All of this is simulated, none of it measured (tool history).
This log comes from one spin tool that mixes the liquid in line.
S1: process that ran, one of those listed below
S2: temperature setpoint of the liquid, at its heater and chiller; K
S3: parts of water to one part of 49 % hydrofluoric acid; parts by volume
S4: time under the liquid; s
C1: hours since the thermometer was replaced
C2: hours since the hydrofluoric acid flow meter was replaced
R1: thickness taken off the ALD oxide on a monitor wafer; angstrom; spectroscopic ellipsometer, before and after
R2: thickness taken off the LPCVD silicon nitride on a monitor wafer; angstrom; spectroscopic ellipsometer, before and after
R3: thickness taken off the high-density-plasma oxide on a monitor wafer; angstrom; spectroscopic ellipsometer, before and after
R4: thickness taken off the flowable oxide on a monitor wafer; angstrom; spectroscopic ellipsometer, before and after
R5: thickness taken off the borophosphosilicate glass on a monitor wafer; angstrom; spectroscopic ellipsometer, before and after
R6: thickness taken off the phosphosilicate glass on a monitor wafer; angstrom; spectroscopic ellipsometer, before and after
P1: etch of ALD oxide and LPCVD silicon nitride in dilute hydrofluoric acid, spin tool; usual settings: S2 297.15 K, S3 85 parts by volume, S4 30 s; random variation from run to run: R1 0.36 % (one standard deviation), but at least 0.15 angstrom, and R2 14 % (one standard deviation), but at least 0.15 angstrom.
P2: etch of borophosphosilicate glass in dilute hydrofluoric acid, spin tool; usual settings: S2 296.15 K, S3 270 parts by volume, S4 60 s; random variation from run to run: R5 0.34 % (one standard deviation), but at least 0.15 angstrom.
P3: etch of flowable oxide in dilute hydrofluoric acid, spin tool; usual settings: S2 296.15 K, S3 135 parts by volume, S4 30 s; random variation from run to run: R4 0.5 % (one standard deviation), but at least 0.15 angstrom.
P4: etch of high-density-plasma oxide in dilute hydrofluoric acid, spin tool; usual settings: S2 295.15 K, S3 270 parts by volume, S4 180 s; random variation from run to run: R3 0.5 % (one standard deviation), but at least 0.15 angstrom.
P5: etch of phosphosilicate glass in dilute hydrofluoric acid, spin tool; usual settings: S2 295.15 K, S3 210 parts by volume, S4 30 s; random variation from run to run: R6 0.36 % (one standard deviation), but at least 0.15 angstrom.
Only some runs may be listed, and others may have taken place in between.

run     day  S1      S2   S3   S4      C1      C2      R1       R2      R3      R4      R5      R6
  1   0.404  P1  297.15   85   30   786.3  1295.7  91.151   1.8692
  2   0.679  P4  295.15  270  180   792.9  1302.3                   43.415
  3   0.946  P1  297.15   85   30   799.3  1308.7  90.804   1.5523
  4   1.333  P1  297.15   85   50   808.6    1318  151.16    1.907
  5   1.875  P3  296.15  190   30   821.6    1331                           43.197
  6    2.35  P1  290.15   85   30     833  1342.4  68.281   1.1523
  7   2.592  P2  296.15  270   60   838.8  1348.2                                   73.657
  8   2.879  P4  295.15  105  180   845.7  1355.1                   133.84
  9   3.246  P5  295.15  305   30   854.5  1363.9                                           47.291
 10   3.779  P4  303.15  270  180   867.3  1376.7                   57.318
 11   4.175  P1  297.15   85   30   876.8  1386.2   90.74    1.376
 12   4.446  P2  296.15  270  110   883.3  1392.7                                   135.45
 13   4.717  P1  297.15   25   30   889.8  1399.2  332.68   4.8074
 14   5.133  P1  297.15   85   30   899.8  1409.2  91.375   1.6457
 15    5.55  P1  302.65  115   30   909.8  1419.2  80.437   1.6933
 16   5.962  P5  295.15  210   30   919.7  1429.1                                            74.82
 17   6.312  P1  302.65   85   30   928.1  1437.5  112.79   2.1605
 18   6.675  P3  296.15  135   55   936.8  1446.2                           118.91
 19   6.979  P4  295.15  270  330   944.1  1453.5                   80.334
 20   7.404  P1  297.15  145   30   954.3  1463.7  49.754  0.54738
 21   7.771  P2  296.15  475   60   963.1  1472.5                                   34.482
 22   8.225  P1  297.15   85   30     974  1483.4  90.633   1.5252
 23   8.479  P2  304.65  270   60   980.1  1489.5                                   98.477
 24   8.988  P5  295.15  210   15   992.3  1501.7                                           37.224
 25   9.296  P3  296.15  135   30   999.7  1509.1                           64.404
 26   9.704  P4  295.15  270  180  1009.5  1518.9                   43.821
 27    9.95  P5  295.15  210   30  1015.4  1524.8                                           74.762
 28  10.233  P1  297.15   85   15  1022.2  1531.6  45.519   1.0889

Run 29 is up next; what results do you expect?
 29  10.579  P5  290.15  210  30  1030.5  1539.9                       ?

{"run 29": {"R6": 61.614}}
